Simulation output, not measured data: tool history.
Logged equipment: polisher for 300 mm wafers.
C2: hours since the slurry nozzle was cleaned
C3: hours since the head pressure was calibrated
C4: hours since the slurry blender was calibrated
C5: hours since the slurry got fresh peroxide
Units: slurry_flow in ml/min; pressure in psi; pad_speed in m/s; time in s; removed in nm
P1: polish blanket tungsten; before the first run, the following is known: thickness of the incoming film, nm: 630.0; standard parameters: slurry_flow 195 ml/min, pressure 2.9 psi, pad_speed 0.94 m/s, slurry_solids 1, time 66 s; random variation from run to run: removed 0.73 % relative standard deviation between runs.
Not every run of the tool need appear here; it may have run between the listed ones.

Run 1, day 0.108: slurry_flow 195 ml/min, pressure 2.9 psi, pad_speed 0.94 m/s, slurry_solids 1, time 66 s; wafers polished on this pad 829; C2 236.4; C3 78.8; C4 122.7; C5 96.7. Result: removed 265.51 nm.
Run 2, day 0.242: slurry_flow 195 ml/min, pressure 2.9 psi, pad_speed 1.44 m/s, slurry_solids 1, time 66 s; wafers polished on this pad 855; C2 239.6; C3 82; C4 125.9; C5 99.9. Result: removed 403.44 nm.
Run 3, day 0.471: slurry_flow 195 ml/min, pressure 4 psi, pad_speed 0.94 m/s, slurry_solids 1, time 66 s; wafers polished on this pad 898; C2 245.1; C3 87.5; C4 131.4; C5 105.4. Result: removed 363.18 nm.
Run 4, day 0.675: slurry_flow 195 ml/min, pressure 2.9 psi, pad_speed 0.94 m/s, slurry_solids 1, time 66 s; wafers polished on this pad 937; C2 250; C3 92.4; C4 136.3; C5 110.3. Result: removed 264.62 nm.
Run 5, day 0.775: slurry_flow 195 ml/min, pressure 2.9 psi, pad_speed 0.94 m/s, slurry_solids 1, time 66 s; wafers polished on this pad 956; C2 252.4; C3 94.8; C4 138.7; C5 112.7. Result: removed 262.27 nm.
Run 6, day 0.908: slurry_flow 195 ml/min, pressure 2.1 psi, pad_speed 0.94 m/s, slurry_solids 1, time 66 s; wafers polished on this pad 982; C2 255.6; C3 98; C4 141.9; C5 115.9. Result: removed 191.16 nm.
Run 7, day 1.062: slurry_flow 195 ml/min, pressure 2.9 psi, pad_speed 0.94 m/s, slurry_solids 1, time 66 s; wafers polished on this pad 1011; C2 259.3; C3 101.7; C4 145.6; C5 119.6. Result: removed 262.92 nm.
Run 8, day 1.183: slurry_flow 195 ml/min, pressure 2.9 psi, pad_speed 0.42 m/s, slurry_solids 1, time 66 s; wafers polished on this pad 1034; C2 262.2; C3 104.6; C4 148.5; C5 122.5. Result: removed 116.53 nm.
Run 9, day 1.375: slurry_flow 195 ml/min, pressure 1.3 psi, pad_speed 0.58 m/s, slurry_solids 1, time 66 s; wafers polished on this pad 1070; C2 266.8; C3 109.2; C4 153.1; C5 127.1. Result: removed 72.461 nm.
Run 10, day 1.5: slurry_flow 195 ml/min, pressure 2.9 psi, pad_speed 0.94 m/s, slurry_solids 0.6, time 66 s; wafers polished on this pad 1094; C2 269.8; C3 112.2; C4 156.1; C5 130.1. Result: removed 234.64 nm.
Run 11, day 1.704: slurry_flow 260 ml/min, pressure 2.9 psi, pad_speed 0.7 m/s, slurry_solids 1, time 66 s; wafers polished on this pad 1133; C2 274.7; C3 117.1; C4 161; C5 135. Result: removed 204.47 nm.
Run 12, day 1.867: slurry_flow 195 ml/min, pressure 2.9 psi, pad_speed 0.94 m/s, slurry_solids 1.4, time 66 s; wafers polished on this pad 1164; C2 278.6; C3 121; C4 164.9; C5 138.9. Result: removed 286.84 nm.
Run 13, day 2.088: slurry_flow 130 ml/min, pressure 2.9 psi, pad_speed 0.68 m/s, slurry_solids 1, time 66 s; wafers polished on this pad 1206; C2 283.9; C3 126.3; C4 170.2; C5 144.2. Result: removed 177.78 nm.
Run 14, day 2.317: slurry_flow 305 ml/min, pressure 2.9 psi, pad_speed 0.94 m/s, slurry_solids 1, time 66 s; wafers polished on this pad 1250; C2 289.4; C3 131.8; C4 175.7; C5 149.7. Result: removed 275.58 nm.
At day 2.408: worn pad replaced by a new one.
Run 15, day 2.546: slurry_flow 195 ml/min, pressure 2.9 psi, pad_speed 0.94 m/s, slurry_solids 1, time 37 s; wafers polished on this pad 26; C2 294.9; C3 137.3; C4 181.2; C5 155.2. Result: removed 148.53 nm.
Run 16, day 2.75: slurry_flow 135 ml/min, pressure 2.9 psi, pad_speed 0.94 m/s, slurry_solids 1, time 66 s; wafers polished on this pad 65; C2 299.8; C3 142.2; C4 186.1; C5 160.1. Result: removed 247.4 nm.
Run 17, day 2.942: slurry_flow 195 ml/min, pressure 2.9 psi, pad_speed 0.94 m/s, slurry_solids 1, time 66 s; wafers polished on this pad 101; C2 304.4; C3 146.8; C4 190.7; C5 164.7. Result: removed 259.42 nm.
Run 18, day 3.167: slurry_flow 195 ml/min, pressure 2.9 psi, pad_speed 0.94 m/s, slurry_solids 1, time 104 s; wafers polished on this pad 144; C2 309.8; C3 152.2; C4 196.1; C5 170.1. Result: removed 416.54 nm.
Run 19, day 3.392: slurry_flow 195 ml/min, pressure 2.9 psi, pad_speed 0.94 m/s, slurry_solids 1, time 66 s; wafers polished on this pad 187; C2 315.2; C3 157.6; C4 201.5; C5 175.5. Result: removed 264.53 nm.
Run 20, day 3.554: slurry_flow 195 ml/min, pressure 2.9 psi, pad_speed 0.94 m/s, slurry_solids 1, time 66 s; wafers polished on this pad 218; C2 319.1; C3 161.5; C4 205.4; C5 179.4. Result: removed 255.91 nm.
Run 21, day 3.704: slurry_flow 195 ml/min, pressure 2.9 psi, pad_speed 0.94 m/s, slurry_solids 1, time 66 s; wafers polished on this pad 246; C2 322.7; C3 165.1; C4 209; C5 183. Result: removed 251.49 nm.
At day 3.858: slurry blender recalibrated.
Run 22, day 3.862: slurry_flow 195 ml/min, pressure 2.9 psi, pad_speed 0.94 m/s, slurry_solids 1, time 66 s; wafers polished on this pad 276; C2 326.5; C3 168.9; C4 0.1; C5 186.8. Result: removed 250.73 nm.
Run 23, day 4: slurry_flow 195 ml/min, pressure 2.9 psi, pad_speed 0.94 m/s, slurry_solids 1, time 66 s; wafers polished on this pad 302; C2 329.8; C3 172.2; C4 3.4; C5 190.1. Result: removed 245.55 nm.
At day 4.146: worn pad replaced by a new one.
Run 24, day 4.192: slurry_flow 195 ml/min, pressure 2.9 psi, pad_speed 0.94 m/s, slurry_solids 1, time 66 s; wafers polished on this pad 9; C2 334.4; C3 176.8; C4 8; C5 194.7. Result: removed 242.19 nm.
At day 4.2: head pressure recalibrated.
Run 25, day 4.367: slurry_flow 195 ml/min, pressure 2.9 psi, pad_speed 0.94 m/s, slurry_solids 1, time 66 s; wafers polished on this pad 42; C2 338.6; C3 4; C4 12.2; C5 198.9. Result: removed 242.15 nm.
Run 26, day 4.488: slurry_flow 195 ml/min, pressure 2.9 psi, pad_speed 0.94 m/s, slurry_solids 1, time 66 s; wafers polished on this pad 65; C2 341.5; C3 6.9; C4 15.1; C5 201.8. Result: removed 245.23 nm.

What P1 gives has crept away from where it was. These 2 causes fit the log equally well, each at the size given:
A: slurry flow missing at the pad, % = 36.8
B: peroxide lost from the slurry, % = 18
The gradual shift began around day 3.392.
Why every other cause is out:
removal rate lost through wear of the pad, %: serviced after onset, at day 4.146, with no recovery of the prior output
head's pressure below its setpoint, %: serviced after onset, at day 4.2, with no recovery of the prior output
abrasive missing from the slurry, %: serviced after onset, at day 3.858, with no recovery of the prior output

Below are 4 check runs, each averaged over 5 wafers, with their results shown as question marks. Which of them would give clearly different results depending on which cause is behind the drift?
Run check 1, day 4.608: slurry_flow 145 ml/min, pressure 2.9 psi, pad_speed 0.94 m/s, slurry_solids 1.3, time 66 s. Result: removed ?.
Run check 2, day 4.608: slurry_flow 195 ml/min, pressure 2.9 psi, pad_speed 0.5 m/s, slurry_solids 1.3, time 66 s. Result: removed ?.
Run check 3, day 4.608: slurry_flow 195 ml/min, pressure 2.9 psi, pad_speed 0.94 m/s, slurry_solids 0.75, time 66 s. Result: removed ?.
Run check 4, day 4.608: slurry_flow 195 ml/min, pressure 2.9 psi, pad_speed 0.54 m/s, slurry_solids 1, time 66 s. Result: removed ?.

Predicted outcomes, by check and by cause:
  check   result    if A    if B
check 1  removed  242.45  248.29
check 2  removed  138.29  138.28
check 3  removed  228.31   228.3
check 4  removed  140.26  140.25
Separation of the two closest causes in each check, using whichever result separates them best: check 1 2.38 %; check 2 0.01 %; check 3 0.01 %; check 4 0.01 %
Check 1 tells the causes apart: in the others they would give nearly the same result.

Here is what check 1 returned: removed 242.58 nm. Which cause is it?

It is A: slurry flow missing at the pad, %.
